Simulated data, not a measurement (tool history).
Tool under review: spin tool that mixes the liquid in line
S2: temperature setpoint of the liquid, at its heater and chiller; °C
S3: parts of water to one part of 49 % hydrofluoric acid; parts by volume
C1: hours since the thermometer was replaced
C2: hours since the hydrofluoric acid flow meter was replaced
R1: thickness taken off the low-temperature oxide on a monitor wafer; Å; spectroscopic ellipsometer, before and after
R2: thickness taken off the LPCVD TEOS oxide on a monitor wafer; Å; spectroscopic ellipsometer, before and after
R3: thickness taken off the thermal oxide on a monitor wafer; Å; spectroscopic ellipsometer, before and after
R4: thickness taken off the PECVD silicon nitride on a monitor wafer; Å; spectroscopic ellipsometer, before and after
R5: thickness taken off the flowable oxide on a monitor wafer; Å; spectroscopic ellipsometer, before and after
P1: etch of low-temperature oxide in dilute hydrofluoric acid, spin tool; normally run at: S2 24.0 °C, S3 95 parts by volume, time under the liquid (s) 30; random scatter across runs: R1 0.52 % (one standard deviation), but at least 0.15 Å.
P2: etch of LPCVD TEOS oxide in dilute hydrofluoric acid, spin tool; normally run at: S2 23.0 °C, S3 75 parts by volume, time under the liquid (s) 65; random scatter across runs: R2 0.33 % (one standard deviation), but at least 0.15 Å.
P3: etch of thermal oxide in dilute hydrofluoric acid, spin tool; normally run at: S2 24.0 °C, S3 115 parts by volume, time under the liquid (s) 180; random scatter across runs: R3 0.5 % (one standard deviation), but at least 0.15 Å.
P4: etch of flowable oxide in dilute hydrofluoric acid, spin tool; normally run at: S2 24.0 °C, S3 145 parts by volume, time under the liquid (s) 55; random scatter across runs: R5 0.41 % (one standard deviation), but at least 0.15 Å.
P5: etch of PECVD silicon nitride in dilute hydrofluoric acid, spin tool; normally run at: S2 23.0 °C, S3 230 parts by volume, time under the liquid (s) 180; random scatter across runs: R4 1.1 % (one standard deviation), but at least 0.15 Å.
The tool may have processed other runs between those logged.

{"run": 1, "hour": 6.4, "process that ran": "P1", "S2": 24.0, "S3": 95, "time under the liquid (s)": 30, "C1": 937.8, "C2": 1027.8, "R1": 110.85}
{"run": 2, "hour": 14.9, "process that ran": "P2", "S2": 18.0, "S3": 75, "time under the liquid (s)": 65, "C1": 946.3, "C2": 1036.3, "R2": 126.18}
{"run": 3, "hour": 25.3, "process that ran": "P1", "S2": 17.5, "S3": 95, "time under the liquid (s)": 30, "C1": 956.7, "C2": 1046.7, "R1": 85.676}
{"run": 4, "hour": 32.7, "process that ran": "P1", "S2": 30.0, "S3": 95, "time under the liquid (s)": 30, "C1": 964.1, "C2": 1054.1, "R1": 139.85}
{"run": 5, "hour": 40.0, "process that ran": "P1", "S2": 24.0, "S3": 95, "time under the liquid (s)": 15, "C1": 971.4, "C2": 1061.4, "R1": 55.422}
{"run": 6, "hour": 50.1, "process that ran": "P3", "S2": 24.0, "S3": 115, "time under the liquid (s)": 180, "C1": 981.5, "C2": 1071.5, "R3": 72.131}
{"run": 7, "hour": 55.4, "process that ran": "P1", "S2": 24.0, "S3": 95, "time under the liquid (s)": 30, "C1": 986.8, "C2": 1076.8, "R1": 111.51}
{"run": 8, "hour": 63.1, "process that ran": "P1", "S2": 24.0, "S3": 95, "time under the liquid (s)": 30, "C1": 994.5, "C2": 1084.5, "R1": 110.49}
{"run": 9, "hour": 69.5, "process that ran": "P1", "S2": 24.0, "S3": 95, "time under the liquid (s)": 30, "C1": 1000.9, "C2": 1090.9, "R1": 111.63}
{"run": 10, "hour": 74.6, "process that ran": "P3", "S2": 24.0, "S3": 115, "time under the liquid (s)": 25, "C1": 1006.0, "C2": 1096.0, "R3": 9.7774}
{"run": 11, "hour": 84.2, "process that ran": "P1", "S2": 30.0, "S3": 170, "time under the liquid (s)": 30, "C1": 1015.6, "C2": 1105.6, "R1": 70.746}
{"run": 12, "hour": 89.1, "process that ran": "P1", "S2": 24.0, "S3": 95, "time under the liquid (s)": 30, "C1": 1020.5, "C2": 1110.5, "R1": 111.61}
{"run": 13, "hour": 93.9, "process that ran": "P1", "S2": 24.0, "S3": 180, "time under the liquid (s)": 30, "C1": 1025.3, "C2": 1115.3, "R1": 52.978}
{"run": 14, "hour": 101.7, "process that ran": "P5", "S2": 23.0, "S3": 410, "time under the liquid (s)": 180, "C1": 1033.1, "C2": 1123.1, "R4": 11.397}
{"run": 15, "hour": 109.3, "process that ran": "P5", "S2": 18.5, "S3": 230, "time under the liquid (s)": 180, "C1": 1040.7, "C2": 1130.7, "R4": 14.965}
{"run": 16, "hour": 118.5, "process that ran": "P4", "S2": 30.5, "S3": 145, "time under the liquid (s)": 55, "C1": 1049.9, "C2": 1139.9, "R5": 208.1}
{"run": 17, "hour": 124.2, "process that ran": "P1", "S2": 24.0, "S3": 95, "time under the liquid (s)": 30, "C1": 1055.6, "C2": 1145.6, "R1": 110.7}
{"run": 18, "hour": 134.7, "process that ran": "P4", "S2": 24.0, "S3": 145, "time under the liquid (s)": 55, "C1": 1066.1, "C2": 1156.1, "R5": 163.87}
{"run": 19, "hour": 142.8, "process that ran": "P1", "S2": 24.0, "S3": 95, "time under the liquid (s)": 60, "C1": 1074.2, "C2": 1164.2, "R1": 223.54}
{"run": 20, "hour": 148.9, "process that ran": "P2", "S2": 23.0, "S3": 75, "time under the liquid (s)": 65, "C1": 1080.3, "C2": 1170.3, "R2": 157.09}
{"hour": 149.3, "done": "hydrofluoric acid flow meter replaced"}
{"run": 21, "hour": 158.4, "process that ran": "P4", "S2": 24.0, "S3": 220, "time under the liquid (s)": 55, "C1": 1089.8, "C2": 9.2, "R5": 99.441}
{"run": 22, "hour": 167.2, "process that ran": "P1", "S2": 24.0, "S3": 45, "time under the liquid (s)": 30, "C1": 1098.6, "C2": 18.0, "R1": 252.05}
{"run": 23, "hour": 172.5, "process that ran": "P5", "S2": 23.0, "S3": 230, "time under the liquid (s)": 60, "C1": 1103.9, "C2": 23.3, "R4": 6.5791}
{"run": 24, "hour": 180.2, "process that ran": "P3", "S2": 24.0, "S3": 170, "time under the liquid (s)": 180, "C1": 1111.6, "C2": 31.0, "R3": 46.064}
{"run": 25, "hour": 189.3, "process that ran": "P5", "S2": 23.0, "S3": 230, "time under the liquid (s)": 180, "C1": 1120.7, "C2": 40.1, "R4": 20.073}
{"run": 26, "hour": 199.0, "process that ran": "P2", "S2": 23.0, "S3": 75, "time under the liquid (s)": 120, "C1": 1130.4, "C2": 49.8, "R2": 287.03}
{"run": 27, "hour": 209.7, "process that ran": "P4", "S2": 24.0, "S3": 145, "time under the liquid (s)": 110, "C1": 1141.1, "C2": 60.5, "R5": 327.34}
{"run": 28, "hour": 216.1, "process that ran": "P2", "S2": 23.0, "S3": 20, "time under the liquid (s)": 65, "C1": 1147.5, "C2": 66.9, "R2": 630.45}
{"run": 29, "hour": 222.5, "process that ran": "P3", "S2": 17.5, "S3": 115, "time under the liquid (s)": 180, "C1": 1153.9, "C2": 73.3, "R3": 54.55}
{"run": 30, "hour": 230.4, "process that ran": "P1", "S2": 24.0, "S3": 95, "time under the liquid (s)": 30, "C1": 1161.8, "C2": 81.2, "R1": 110.95}
{"run": 31, "hour": 236.1, "process that ran": "P5", "S2": 23.0, "S3": 230, "time under the liquid (s)": 180, "C1": 1167.5, "C2": 86.9, "R4": 19.644}
{"run": 32, "hour": 241.6, "process that ran": "P1", "S2": 24.0, "S3": 95, "time under the liquid (s)": 30, "C1": 1173.0, "C2": 92.4, "R1": 111.92}
{"run": 33, "hour": 247.6, "process that ran": "P1", "S2": 24.0, "S3": 95, "time under the liquid (s)": 30, "C1": 1179.0, "C2": 98.4, "R1": 113.37}
{"run": 34, "hour": 252.3, "process that ran": "P1", "S2": 24.0, "S3": 95, "time under the liquid (s)": 30, "C1": 1183.7, "C2": 103.1, "R1": 115.31}
{"run": 35, "hour": 261.2, "process that ran": "P1", "S2": 24.0, "S3": 95, "time under the liquid (s)": 30, "C1": 1192.6, "C2": 112.0, "R1": 119.64}
{"run": 36, "hour": 271.8, "process that ran": "P1", "S2": 24.0, "S3": 95, "time under the liquid (s)": 30, "C1": 1203.2, "C2": 122.6, "R1": 119.24}
{"run": 37, "hour": 277.1, "process that ran": "P1", "S2": 24.0, "S3": 95, "time under the liquid (s)": 30, "C1": 1208.5, "C2": 127.9, "R1": 119.68}
{"run": 38, "hour": 285.9, "process that ran": "P1", "S2": 24.0, "S3": 95, "time under the liquid (s)": 30, "C1": 1217.3, "C2": 136.7, "R1": 119.51}
{"run": 39, "hour": 296.1, "process that ran": "P1", "S2": 24.0, "S3": 95, "time under the liquid (s)": 30, "C1": 1227.5, "C2": 146.9, "R1": 119.5}

What P1 gives has crept away from where it was. These 2 causes fit the log equally well, each at the size given:
A: liquid hotter than its thermometer reads (K) = 1.91
B: hydrofluoric acid flow above the setpoint (%) = 6.96
The gradual shift began around hour 241.6.

4 check runs are offered, each on 3 wafers whose results are averaged, their results left as question marks. Which one tells the causes apart?
{"run": "check 1", "hour": 306.3, "process that ran": "P5", "S2": 23.0, "S3": 230, "time under the liquid (s)": 180, "R4": "?"}
{"run": "check 2", "hour": 306.3, "process that ran": "P3", "S2": 24.0, "S3": 115, "time under the liquid (s)": 180, "R3": "?"}
{"run": "check 3", "hour": 306.3, "process that ran": "P2", "S2": 23.0, "S3": 75, "time under the liquid (s)": 65, "R2": "?"}
{"run": "check 4", "hour": 306.3, "process that ran": "P4", "S2": 24.0, "S3": 145, "time under the liquid (s)": 55, "R5": "?"}

What every check run would give for each of its results, assuming each possible cause in turn:
check=check_1 result=R4 if_A=22.4200 if_B=21.2590
check=check_2 result=R3 if_A=77.5060 if_B=77.6690
check=check_3 result=R2 if_A=168.66 if_B=168.04
check=check_4 result=R5 if_A=176.680 if_B=177.680
Per check, the gap between the least separated pair of causes, taken in the result that splits them most: check 1 5.32 %; check 2 0.21 %; check 3 0.37 %; check 4 0.57 %
Only check 1 tells the causes apart: in the others they would give nearly the same result.

Here is what check 1 returned: R4 22.4460 Å. Which cause is it?

Of the candidate causes, it is A: liquid hotter than its thermometer reads (K).

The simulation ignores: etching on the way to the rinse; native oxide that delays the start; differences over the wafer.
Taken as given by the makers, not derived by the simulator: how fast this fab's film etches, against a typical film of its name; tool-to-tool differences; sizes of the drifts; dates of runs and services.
